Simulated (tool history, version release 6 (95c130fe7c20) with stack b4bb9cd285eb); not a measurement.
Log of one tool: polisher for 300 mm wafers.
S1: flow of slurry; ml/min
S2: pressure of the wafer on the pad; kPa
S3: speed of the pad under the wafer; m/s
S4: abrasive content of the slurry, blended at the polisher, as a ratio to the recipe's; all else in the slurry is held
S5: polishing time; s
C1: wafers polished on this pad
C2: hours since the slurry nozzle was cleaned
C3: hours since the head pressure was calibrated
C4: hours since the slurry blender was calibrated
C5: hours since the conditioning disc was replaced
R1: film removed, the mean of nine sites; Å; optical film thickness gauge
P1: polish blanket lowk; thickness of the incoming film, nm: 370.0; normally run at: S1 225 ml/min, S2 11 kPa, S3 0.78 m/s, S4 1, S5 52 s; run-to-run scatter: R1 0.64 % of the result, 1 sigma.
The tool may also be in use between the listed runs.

run 1 hour=7.2 | S1=225 S2=11 S3=0.78 S4=1 S5=52 | C1=338 C2=519.5 C3=208 C4=77.4 C5=30.3 | R1=126.01
run 2 hour=14.9 | S1=225 S2=11 S3=0.78 S4=1 S5=52 | C1=434 C2=527.2 C3=215.7 C4=85.1 C5=38 | R1=126.57
run 3 hour=20.2 | S1=225 S2=11 S3=0.78 S4=1 S5=52 | C1=501 C2=532.5 C3=221 C4=90.4 C5=43.3 | R1=125.33
run 4 hour=26.1 | S1=225 S2=11 S3=1.08 S4=1 S5=52 | C1=574 C2=538.4 C3=226.9 C4=96.3 C5=49.2 | R1=161.79
run 5 hour=30.9 | S1=225 S2=17.2 S3=0.78 S4=1 S5=52 | C1=634 C2=543.2 C3=231.7 C4=101.1 C5=54 | R1=196.86
run 6 hour=35.5 | S1=225 S2=11 S3=0.78 S4=1 S5=71 | C1=692 C2=547.8 C3=236.3 C4=105.7 C5=58.6 | R1=170.48
run 7 hour=39.1 | S1=225 S2=5.5 S3=0.78 S4=1 S5=52 | C1=736 C2=551.4 C3=239.9 C4=109.3 C5=62.2 | R1=63.456
run 8 hour=45.9 | S1=135 S2=11 S3=0.78 S4=1 S5=52 | C1=821 C2=558.2 C3=246.7 C4=116.1 C5=69 | R1=116.36
run 9 hour=52.7 | S1=225 S2=11 S3=0.78 S4=1 S5=31 | C1=906 C2=565 C3=253.5 C4=122.9 C5=75.8 | R1=74.418
run 10 hour=56.8 | S1=225 S2=11 S3=0.78 S4=1 S5=52 | C1=957 C2=569.1 C3=257.6 C4=127 C5=79.9 | R1=125.99
run 11 hour=64.5 | S1=225 S2=11 S3=0.78 S4=1 S5=52 | C1=1054 C2=576.8 C3=265.3 C4=134.7 C5=87.6 | R1=125.6
-- hour=68.2 head pressure recalibrated
run 12 hour=68.7 | S1=225 S2=11 S3=0.78 S4=1 S5=52 | C1=1106 C2=581 C3=0.6 C4=138.9 C5=91.8 | R1=125.77
run 13 hour=72 | S1=225 S2=11 S3=0.78 S4=1.35 S5=52 | C1=1147 C2=584.3 C3=3.9 C4=142.2 C5=95.1 | R1=142.35
run 14 hour=78.1 | S1=225 S2=11 S3=0.36 S4=1 S5=52 | C1=1223 C2=590.4 C3=10 C4=148.3 C5=101.2 | R1=68.233
run 15 hour=81.6 | S1=225 S2=15.9 S3=1 S4=1 S5=52 | C1=1267 C2=593.9 C3=13.5 C4=151.8 C5=104.7 | R1=222.43
run 16 hour=85.9 | S1=300 S2=11 S3=0.78 S4=1 S5=52 | C1=1321 C2=598.2 C3=17.8 C4=156.1 C5=109 | R1=130.61
run 17 hour=90.1 | S1=225 S2=11 S3=0.78 S4=0.5 S5=52 | C1=1373 C2=602.4 C3=22 C4=160.3 C5=113.2 | R1=86.825
run 18 hour=95.6 | S1=225 S2=11 S3=0.78 S4=1 S5=52 | C1=1442 C2=607.9 C3=27.5 C4=165.8 C5=118.7 | R1=126.06
run 19 hour=101.1 | S1=225 S2=11 S3=0.78 S4=1 S5=52 | C1=1510 C2=613.4 C3=33 C4=171.3 C5=124.2 | R1=120
run 20 hour=105.5 | S1=225 S2=11 S3=0.78 S4=1 S5=52 | C1=1565 C2=617.8 C3=37.4 C4=175.7 C5=128.6 | R1=116.18
run 21 hour=111.5 | S1=225 S2=11 S3=0.78 S4=1 S5=52 | C1=1640 C2=623.8 C3=43.4 C4=181.7 C5=134.6 | R1=114.55
-- hour=114.1 conditioning disc replaced and pad reconditioned
-- hour=115.2 head pressure recalibrated
run 22 hour=115.3 | S1=225 S2=11 S3=0.78 S4=1 S5=52 | C1=1688 C2=627.6 C3=0.2 C4=185.5 C5=1.3 | R1=113.14

The next listed run, before its measurement:
-- hour=116.6 slurry nozzle cleaned
run 23 hour=120 | S1=225 S2=11 S3=0.78 S4=1 S5=52 | C1=1746 C2=3.4 C3=4.9 C4=190.2 C5=6 | R1=?

R1: 113.88 Å

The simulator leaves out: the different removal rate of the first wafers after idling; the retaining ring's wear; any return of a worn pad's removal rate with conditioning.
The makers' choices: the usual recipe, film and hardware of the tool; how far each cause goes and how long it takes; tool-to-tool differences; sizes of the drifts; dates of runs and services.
